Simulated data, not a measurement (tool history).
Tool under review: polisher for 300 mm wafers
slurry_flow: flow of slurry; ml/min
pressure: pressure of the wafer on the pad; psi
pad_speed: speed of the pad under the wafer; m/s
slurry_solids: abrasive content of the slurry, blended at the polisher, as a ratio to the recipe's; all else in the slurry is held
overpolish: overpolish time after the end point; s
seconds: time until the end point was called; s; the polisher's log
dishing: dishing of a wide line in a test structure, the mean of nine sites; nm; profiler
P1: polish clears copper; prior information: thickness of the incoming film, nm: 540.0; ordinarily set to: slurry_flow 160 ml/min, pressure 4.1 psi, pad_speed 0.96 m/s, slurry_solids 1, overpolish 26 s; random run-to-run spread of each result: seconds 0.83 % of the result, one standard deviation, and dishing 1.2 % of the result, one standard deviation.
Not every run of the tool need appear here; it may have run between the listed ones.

run,hour,slurry_flow,pressure,pad_speed,slurry_solids,overpolish,wafers polished on this pad,hours since the slurry nozzle was cleaned,hours since the head pressure was calibrated,hours since the slurry blender was calibrated,seconds,dishing
1,12.1,160,4.1,0.96,1,26,186,147.2,97.7,81.2,143.43,64.014
2,29.8,160,4.1,0.96,1,26,310,164.9,115.4,98.9,143.97,63.619
3,39.5,160,4.1,0.58,1,26,377,174.6,125.1,108.6,234.64,42.235
4,55.7,160,4.1,0.96,1,26,490,190.8,141.3,124.8,142.76,64.995
5,68.2,160,4.1,0.96,0.75,26,578,203.3,153.8,137.3,150.89,61.07
6,80.4,160,4.1,0.96,1.4,26,663,215.5,166,149.5,132.87,68.24
7,93.8,205,4.1,0.96,1,26,756,228.9,179.4,162.9,136.8,64.698
8,102.9,95,4.1,0.96,1,26,820,238,188.5,172,158,57.828
9,112.3,160,4.1,1.52,1,26,886,247.4,197.9,181.4,89.556,88.715
10,130,160,5.4,0.96,1,26,1009,265.1,215.6,199.1,108.59,80.287
11,140.1,160,4.1,0.96,1,49,1080,275.2,225.7,209.2,141.34,100.76
12,152.9,160,4.1,0.96,1,8,1169,288,238.5,222,144.06,22.782
13,166.7,160,4.1,0.96,1,26,1265,301.8,252.3,235.8,143.21,63.013
# hour 179.5: slurry blender recalibrated
14,183.8,160,4.1,0.96,0.6,13,1385,318.9,269.4,4.3,159.31,32.346
15,198.5,160,2,0.96,1,26,1487,333.6,284.1,19,287.73,33.453
16,215.3,160,4.1,0.96,1,26,1605,350.4,300.9,35.8,143.27,63.595
17,227.4,110,4.1,1.44,1,26,1689,362.5,313,47.9,102.05,82.376
18,241.5,160,4.1,0.96,1,26,1788,376.6,327.1,62,140.06,64.408
19,249.9,160,4.1,0.96,1,26,1846,385,335.5,70.4,147.68,62.129
20,260.8,160,4.1,0.96,1,26,1922,395.9,346.4,81.3,149.63,62.537
# hour 273.3: slurry blender recalibrated
21,276.8,160,4.1,0.96,1,26,2034,411.9,362.4,3.5,156.63,60.295
# hour 280.3: head pressure recalibrated
22,287.3,160,4.1,0.96,1,26,2107,422.4,7.1,14,156.09,58.358
23,304.2,160,4.1,0.96,1,26,2225,439.3,24,30.9,157.81,59.161
24,314.6,160,4.1,0.96,1,26,2298,449.7,34.4,41.3,156.82,57.578

Something has made what P1 gives creep away from where it was; the 2 causes below, each at its own stated size, fit the log equally well:
A: removal rate lost through wear of the pad, % = 9.48
B: slurry flow missing at the pad, % = 38.3
The gradual shift began around hour 241.5.
The rest of the possible causes, and what rules out each one:
head's pressure below its setpoint, %: maintenance at hour 280.3, after the shift began, did not return the process to its former output
abrasive missing from the slurry, %: maintenance at hour 273.3, after the shift began, did not return the process to its former output

The 4 check runs listed below each average the results of 2 wafers, and their outcomes are marked with question marks. Under which run would the listed causes produce clearly different results?
check 1,325,95,4.1,0.96,1,26,,,,,?,?
check 2,325,160,2.4,0.62,1,26,,,,,?,?
check 3,325,160,4.1,0.96,1.3,26,,,,,?,?
check 4,325,160,3.3,0.96,1,26,,,,,?,?

Outcome of each check run for each possible cause:
check,result,if A,if B
check 1,seconds,175.27,185.65
check 1,dishing,53.937,51.421
check 2,seconds,415.49,415.53
check 2,dishing,24.778,24.776
check 3,seconds,148.36,148.37
check 3,dishing,61.75,61.745
check 4,seconds,195.16,195.17
check 4,dishing,48.69,48.686
Distance between the nearest two causes, measured in the result of the check that separates them most: check 1 5.75 %; check 2 0.01 %; check 3 0.01 %; check 4 0.01 %
The other checks would show nearly matching results whichever cause is true, so check 1 is the only one that separates the causes.

Check 1 was carried out, with these results: seconds 186.12 s; dishing 51.289 nm. Which of the listed causes is responsible?

Of the candidate causes, it is B: slurry flow missing at the pad, %.
